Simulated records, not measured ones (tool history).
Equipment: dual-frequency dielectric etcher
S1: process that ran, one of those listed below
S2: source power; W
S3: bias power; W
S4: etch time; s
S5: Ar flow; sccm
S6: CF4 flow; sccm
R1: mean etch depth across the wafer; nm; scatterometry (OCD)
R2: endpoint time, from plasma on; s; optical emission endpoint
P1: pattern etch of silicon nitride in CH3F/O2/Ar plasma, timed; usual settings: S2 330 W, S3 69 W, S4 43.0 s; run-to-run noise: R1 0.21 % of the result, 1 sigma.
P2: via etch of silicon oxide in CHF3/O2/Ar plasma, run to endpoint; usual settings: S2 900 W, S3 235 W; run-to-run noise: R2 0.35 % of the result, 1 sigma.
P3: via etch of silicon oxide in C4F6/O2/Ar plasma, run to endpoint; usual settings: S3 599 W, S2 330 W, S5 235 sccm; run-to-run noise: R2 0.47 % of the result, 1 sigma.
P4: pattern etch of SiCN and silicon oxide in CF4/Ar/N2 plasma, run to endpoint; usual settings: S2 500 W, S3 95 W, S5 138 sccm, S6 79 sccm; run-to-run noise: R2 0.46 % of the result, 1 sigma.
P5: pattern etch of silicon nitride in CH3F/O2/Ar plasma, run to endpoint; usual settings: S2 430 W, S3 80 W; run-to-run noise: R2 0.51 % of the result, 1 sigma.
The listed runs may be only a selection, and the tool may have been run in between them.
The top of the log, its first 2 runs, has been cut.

| run | hour | S1 | S2 | S3 | S4 | S5 | S6 | R1 | R2 |
|---|---|---|---|---|---|---|---|---|---|
| 3 | 24.6 | P4 | 500 | 95 |  | 138 | 107 |  | 16.583 |
| 4 | 34.9 | P3 | 330 | 475 |  | 235 |  |  | 47.454 |
| 5 | 41.5 | P1 | 330 | 69 | 43.0 |  |  | 27.956 |  |
| 6 | 51.2 | P5 | 430 | 80 |  |  |  |  | 84.462 |
| 7 | 61.7 | P1 | 330 | 69 | 29.5 |  |  | 19.080 |  |
| 8 | 67.2 | P1 | 240 | 69 | 43.0 |  |  | 24.621 |  |
| 9 | 73.6 | P4 | 500 | 95 |  | 138 | 79 |  | 17.172 |
| 10 | 83.9 | P5 | 430 | 113 |  |  |  |  | 73.915 |
| 11 | 88.6 | P4 | 640 | 95 |  | 138 | 79 |  | 13.830 |
| 12 | 94.3 | P1 | 330 | 69 | 43.0 |  |  | 27.927 |  |
| 13 | 101.6 | P1 | 330 | 49 | 43.0 |  |  | 24.769 |  |
| 14 | 107.0 | P1 | 330 | 69 | 43.0 |  |  | 27.800 |  |
| 15 | 116.4 | P1 | 330 | 88 | 43.0 |  |  | 30.291 |  |
| 16 | 122.8 | P4 | 500 | 119 |  | 138 | 79 |  | 15.830 |
| 17 | 129.4 | P2 | 900 | 149 |  |  |  |  | 362.070 |
|  | 131.7 | wet clean of the chamber |
| 18 | 139.6 | P1 | 330 | 69 | 43.0 |  |  | 27.848 |  |
| 19 | 146.2 | P1 | 330 | 69 | 43.0 |  |  | 27.843 |  |
| 20 | 152.7 | P1 | 440 | 69 | 43.0 |  |  | 31.118 |  |
| 21 | 158.0 | P1 | 410 | 53 | 43.0 |  |  | 27.732 |  |
| 22 | 168.8 | P5 | 520 | 80 |  |  |  |  | 78.340 |
| 23 | 174.7 | P3 | 400 | 599 |  | 235 |  |  | 40.690 |
| 24 | 180.3 | P1 | 330 | 69 | 53.0 |  |  | 34.328 |  |
| 25 | 186.1 | P3 | 330 | 599 |  | 235 |  |  | 43.900 |
| 26 | 192.3 | P3 | 330 | 599 |  | 148 |  |  | 41.574 |

Run 27 comes next. What will it give?
| 27 | 201.0 | P2 | 900 | 235 |  |  |  |  | ? |

R2: 311.870 s
